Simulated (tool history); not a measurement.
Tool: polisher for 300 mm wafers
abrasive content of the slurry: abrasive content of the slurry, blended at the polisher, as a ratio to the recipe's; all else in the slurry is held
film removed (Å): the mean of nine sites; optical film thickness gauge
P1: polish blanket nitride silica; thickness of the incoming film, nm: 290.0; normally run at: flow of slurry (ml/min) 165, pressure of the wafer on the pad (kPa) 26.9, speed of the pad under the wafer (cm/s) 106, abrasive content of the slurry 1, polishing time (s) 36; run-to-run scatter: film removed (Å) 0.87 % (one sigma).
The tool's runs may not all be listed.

run,hour,flow of slurry (ml/min),pressure of the wafer on the pad (kPa),speed of the pad under the wafer (cm/s),abrasive content of the slurry,polishing time (s),wafers polished on this pad,hours since the slurry nozzle was cleaned,hours since the head pressure was calibrated,hours since the slurry blender was calibrated,hours since the conditioning disc was replaced,film removed (Å)
1,6,165,26.9,106,1,36,530,172.6,69.3,119.5,63.3,309.24
2,11,165,26.9,106,1,36,574,177.6,74.3,124.5,68.3,316.97
3,15.8,165,26.9,48,1,36,616,182.4,79.1,129.3,73.1,166.33
4,20,165,13.8,106,1,24,652,186.6,83.3,133.5,77.3,107.56
5,24.4,100,26.9,106,1,36,691,191,87.7,137.9,81.7,283.04
6,28.2,165,26.9,106,1,23,724,194.8,91.5,141.7,85.5,201.52
7,31.8,165,26.9,106,1,36,756,198.4,95.1,145.3,89.1,314.92
8,36.8,215,26.9,54,1,36,800,203.4,100.1,150.3,94.1,189.65
9,39.8,165,26.9,106,1,36,826,206.4,103.1,153.3,97.1,315.89
10,43.6,165,26.9,164,1,17,859,210.2,106.9,157.1,100.9,211.64
11,46.6,165,26.9,106,1,36,885,213.2,109.9,160.1,103.9,314.32
12,49.6,165,12.4,106,1,36,912,216.2,112.9,163.1,106.9,145.68
13,53.4,165,26.9,106,1.35,36,945,220,116.7,166.9,110.7,357.09
14,56.7,165,35.2,106,1,36,974,223.3,120,170.2,114,411.73
15,60,165,26.9,106,1,55,1003,226.6,123.3,173.5,117.3,474.89
16,65.2,165,26.9,150,1,36,1048,231.8,128.5,178.7,122.5,411.1
17,69.3,165,26.9,106,1,36,1084,235.9,132.6,182.8,126.6,314.89
18,73.6,255,26.9,106,1,36,1122,240.2,136.9,187.1,130.9,328.58
19,76.4,165,26.9,106,0.5,36,1147,243,139.7,189.9,133.7,212.65
20,81,165,26.9,106,1,36,1187,247.6,144.3,194.5,138.3,313.07
21,86.7,165,26.9,106,1,36,1237,253.3,150,200.2,144,310.09
22,91,165,26.9,106,1,36,1274,257.6,154.3,204.5,148.3,293.2
23,95.8,165,26.9,106,1,36,1316,262.4,159.1,209.3,153.1,287.26
# hour 99.2: conditioning disc replaced and pad reconditioned
# hour 99.8: head pressure recalibrated
# hour 100.6: slurry nozzle cleaned
24,101.5,165,26.9,106,1,36,1366,0.9,1.8,215,2.4,278.55
25,105.9,165,26.9,106,1,36,1405,5.3,6.2,219.4,6.8,275.88
26,110.9,165,26.9,106,1,36,1449,10.3,11.2,224.4,11.8,276.25
27,114.2,165,26.9,106,1,36,1478,13.6,14.5,227.7,15.1,276.44

What P1 gives has crept away from where it was. These 2 causes fit the log equally well, each at the size given:
A: abrasive missing from the slurry, % = 23.2
B: removal rate lost through wear of the pad, % = 12
The creep began at about hour 86.7.
Why every other cause is out:
slurry flow missing at the pad, %: serviced at hour 100.6, which brought nothing back
head's pressure below its setpoint, %: serviced at hour 99.8, which brought nothing back
time polished since the conditioner stopped cutting, s: serviced at hour 99.2, which brought nothing back

4 check runs are offered, each on 5 wafers whose results are averaged, their results left as question marks. Which one tells the causes apart?
check 1,117.5,115,26.9,106,1,36,,,,,,?
check 2,117.5,165,26.9,132,1,44,,,,,,?
check 3,117.5,165,26.9,106,1,51,,,,,,?
check 4,117.5,165,26.9,82,0.65,36,,,,,,?

What each check would give under each cause:
check,result,if A,if B
check 1,film removed (Å),257.49,257.71
check 2,film removed (Å),401.45,401.79
check 3,film removed (Å),390.43,390.75
check 4,film removed (Å),175.3,180.45
How far apart the two closest causes lie, in the result that separates them most: check 1 0.08 %; check 2 0.08 %; check 3 0.08 %; check 4 2.89 %
Check 4 tells the causes apart: in the others they would give nearly the same result.

Check 4 was then run and gave: film removed (Å) 180.27. Which cause is it?

It is B: removal rate lost through wear of the pad, %.
